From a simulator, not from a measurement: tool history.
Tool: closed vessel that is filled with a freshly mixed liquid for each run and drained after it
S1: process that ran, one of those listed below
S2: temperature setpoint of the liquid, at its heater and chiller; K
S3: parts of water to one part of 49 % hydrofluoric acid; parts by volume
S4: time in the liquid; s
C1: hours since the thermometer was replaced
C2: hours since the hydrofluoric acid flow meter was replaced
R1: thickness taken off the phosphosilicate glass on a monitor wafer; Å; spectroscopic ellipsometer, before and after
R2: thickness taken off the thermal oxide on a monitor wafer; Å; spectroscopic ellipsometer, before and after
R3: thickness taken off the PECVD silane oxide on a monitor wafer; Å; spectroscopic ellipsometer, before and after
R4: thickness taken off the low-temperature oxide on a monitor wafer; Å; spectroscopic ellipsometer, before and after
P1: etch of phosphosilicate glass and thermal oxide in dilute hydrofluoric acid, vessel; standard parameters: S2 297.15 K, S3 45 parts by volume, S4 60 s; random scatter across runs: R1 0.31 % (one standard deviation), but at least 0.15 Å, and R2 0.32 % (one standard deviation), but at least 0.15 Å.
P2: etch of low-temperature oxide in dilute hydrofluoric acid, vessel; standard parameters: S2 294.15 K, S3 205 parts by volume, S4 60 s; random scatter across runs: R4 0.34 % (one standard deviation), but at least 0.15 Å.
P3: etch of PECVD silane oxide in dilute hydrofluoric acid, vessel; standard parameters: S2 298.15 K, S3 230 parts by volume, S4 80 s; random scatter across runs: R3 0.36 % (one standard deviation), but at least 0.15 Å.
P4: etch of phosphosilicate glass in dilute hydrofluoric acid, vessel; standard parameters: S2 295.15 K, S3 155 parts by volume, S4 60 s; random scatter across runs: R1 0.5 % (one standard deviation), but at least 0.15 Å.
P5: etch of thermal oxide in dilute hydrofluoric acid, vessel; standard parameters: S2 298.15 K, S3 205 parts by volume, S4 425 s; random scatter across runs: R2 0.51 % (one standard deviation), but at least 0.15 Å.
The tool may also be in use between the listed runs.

| run | hour | S1 | S2 | S3 | S4 | C1 | C2 | R1 | R2 | R3 | R4 |
|---|---|---|---|---|---|---|---|---|---|---|---|
| 1 | 12.4 | P1 | 297.15 | 45 | 60 | 665.9 | 552 | 1857.9 | 67.295 |  |  |
| 2 | 18.5 | P1 | 297.15 | 45 | 60 | 672 | 558.1 | 1864 | 66.971 |  |  |
| 3 | 28.4 | P1 | 297.15 | 70 | 30 | 681.9 | 568 | 575.77 | 20.887 |  |  |
| 4 | 35.9 | P4 | 295.15 | 155 | 60 | 689.4 | 575.5 | 618.84 |  |  |  |
| 5 | 44.8 | P3 | 292.15 | 230 | 80 | 698.3 | 584.4 |  |  | 51.343 |  |
| 6 | 55.7 | P3 | 298.15 | 230 | 160 | 709.2 | 595.3 |  |  | 128.95 |  |
| 7 | 61.9 | P3 | 298.15 | 40 | 80 | 715.4 | 601.5 |  |  | 463.65 |  |
| 8 | 70.5 | P5 | 298.15 | 65 | 425 | 724 | 610.1 |  | 321.85 |  |  |
| 9 | 76.4 | P1 | 292.15 | 45 | 60 | 729.9 | 616 | 1497.8 | 53.98 |  |  |
| 10 | 85.3 | P1 | 290.65 | 30 | 60 | 738.8 | 624.9 | 2158.2 | 77.616 |  |  |
| 11 | 97.1 | P1 | 297.15 | 45 | 60 | 750.6 | 636.7 | 1854.7 | 66.529 |  |  |
| 12 | 104.5 | P3 | 298.15 | 230 | 80 | 758 | 644.1 |  |  | 64.157 |  |
| 13 | 112.5 | P1 | 297.15 | 80 | 60 | 766 | 652.1 | 997.08 | 35.885 |  |  |
| 14 | 122.9 | P4 | 295.15 | 155 | 30 | 776.4 | 662.5 | 308.29 |  |  |  |
| 15 | 133.9 | P2 | 301.15 | 205 | 60 | 787.4 | 673.5 |  |  |  | 106.83 |
| 16 | 141.3 | P2 | 294.15 | 205 | 60 | 794.8 | 680.9 |  |  |  | 82.59 |
| 17 | 153.4 | P4 | 295.15 | 40 | 60 | 806.9 | 693 | 2770.5 |  |  |  |
| 18 | 165.9 | P1 | 297.15 | 45 | 60 | 819.4 | 705.5 | 1860.6 | 67.168 |  |  |
| 19 | 172.3 | P1 | 297.15 | 45 | 30 | 825.8 | 711.9 | 924.64 | 33.554 |  |  |
| 20 | 181.7 | P5 | 298.15 | 205 | 425 | 835.2 | 721.3 |  | 86.851 |  |  |
| 21 | 194.5 | P3 | 298.15 | 230 | 80 | 848 | 734.1 |  |  | 64.077 |  |
| 22 | 200.9 | P1 | 302.65 | 60 | 60 | 854.4 | 740.5 | 1697.2 | 61.158 |  |  |
| 23 | 213.5 | P1 | 297.15 | 45 | 95 | 867 | 753.1 | 2939.2 | 106.39 |  |  |
| 24 | 226.3 | P1 | 305.15 | 45 | 60 | 879.8 | 765.9 | 2562.9 | 92.466 |  |  |
| 25 | 236 | P1 | 297.15 | 45 | 60 | 889.5 | 775.6 | 1858.1 | 66.776 |  |  |
| 26 | 243.7 | P1 | 297.15 | 20 | 60 | 897.2 | 783.3 | 4297.2 | 155.87 |  |  |
| 27 | 249.8 | P4 | 295.15 | 155 | 60 | 903.3 | 789.4 | 620.18 |  |  |  |
| 28 | 257.2 | P2 | 294.15 | 205 | 60 | 910.7 | 796.8 |  |  |  | 82.523 |
| 29 | 268.9 | P2 | 294.15 | 205 | 30 | 922.4 | 808.5 |  |  |  | 41.205 |
| 30 | 279.3 | P5 | 298.15 | 205 | 735 | 932.8 | 818.9 |  | 148.46 |  |  |
| 31 | 290.4 | P1 | 297.15 | 45 | 60 | 943.9 | 830 | 1853.5 | 67.212 |  |  |
| 32 | 300.5 | P2 | 294.15 | 70 | 60 | 954 | 840.1 |  |  |  | 280.01 |
| 33 | 307 | P4 | 290.15 | 155 | 60 | 960.5 | 846.6 | 506.57 |  |  |  |
| 34 | 319.9 | P5 | 290.15 | 205 | 425 | 973.4 | 859.5 |  | 63.622 |  |  |
| 35 | 329.8 | P1 | 297.15 | 45 | 60 | 983.3 | 869.4 | 1860.2 | 66.839 |  |  |
| 36 | 341 | P1 | 297.15 | 45 | 60 | 994.5 | 880.6 | 1928.7 | 69.241 |  |  |
| 37 | 347.2 | P1 | 297.15 | 45 | 60 | 1000.7 | 886.8 | 1950.4 | 70.313 |  |  |
| 38 | 360.1 | P1 | 297.15 | 45 | 60 | 1013.6 | 899.7 | 1980.2 | 71.809 |  |  |
| 39 | 367.7 | P1 | 297.15 | 45 | 60 | 1021.2 | 907.3 | 2009.4 | 72.964 |  |  |
| 40 | 379.6 | P1 | 297.15 | 45 | 60 | 1033.1 | 919.2 | 2022.1 | 73.203 |  |  |

Predict the results of run 41:
| 41 | 389.9 | P1 | 297.15 | 45 | 60 | 1043.4 | 929.5 | ? | ? |  |  |

For run 41 the tool returned R1 2025.3 Å, R2 73.299 Å.

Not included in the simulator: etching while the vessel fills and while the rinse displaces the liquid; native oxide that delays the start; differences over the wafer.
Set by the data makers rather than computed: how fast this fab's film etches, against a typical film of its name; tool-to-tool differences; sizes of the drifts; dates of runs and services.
